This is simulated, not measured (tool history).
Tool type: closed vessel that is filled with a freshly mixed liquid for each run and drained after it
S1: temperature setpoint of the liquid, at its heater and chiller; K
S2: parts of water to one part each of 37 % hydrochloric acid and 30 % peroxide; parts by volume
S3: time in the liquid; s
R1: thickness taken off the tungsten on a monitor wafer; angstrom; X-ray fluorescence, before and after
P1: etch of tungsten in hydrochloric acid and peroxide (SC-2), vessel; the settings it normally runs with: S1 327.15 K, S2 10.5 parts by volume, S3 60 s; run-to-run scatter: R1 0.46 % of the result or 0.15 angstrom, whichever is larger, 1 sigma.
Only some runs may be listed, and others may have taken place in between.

run 1 hour=3.8 | S1=327.15 S2=10.5 S3=60 | R1=229.84
run 2 hour=7.2 | S1=327.15 S2=10.5 S3=60 | R1=230.93
run 3 hour=11.8 | S1=327.15 S2=10.5 S3=30 | R1=114.59
run 4 hour=16.4 | S1=327.15 S2=4.0 S3=60 | R1=479.06
run 5 hour=22.8 | S1=327.15 S2=10.5 S3=60 | R1=230.31
run 6 hour=27.1 | S1=338.15 S2=10.5 S3=90 | R1=689.95
run 7 hour=33.0 | S1=327.15 S2=17.5 S3=60 | R1=147.82
run 8 hour=39.8 | S1=327.15 S2=10.5 S3=60 | R1=230.13
run 9 hour=43.3 | S1=327.15 S2=10.5 S3=60 | R1=231.21
run 10 hour=48.2 | S1=341.65 S2=10.5 S3=60 | R1=566.56
run 11 hour=51.4 | S1=327.15 S2=10.5 S3=115 | R1=441.06
run 12 hour=56.3 | S1=316.15 S2=10.5 S3=60 | R1=108.21
-- hour=57.5 chemicals flow meter replaced
run 13 hour=59.8 | S1=327.15 S2=15.5 S3=85 | R1=231.14
run 14 hour=65.5 | S1=327.15 S2=10.5 S3=60 | R1=229.35
run 15 hour=71.4 | S1=327.15 S2=10.5 S3=60 | R1=220.92

Predict the results of run 16:
run 16 hour=74.9 | S1=327.15 S2=10.5 S3=60 | R1=?

Run 16 came out at R1 214.46 angstrom.
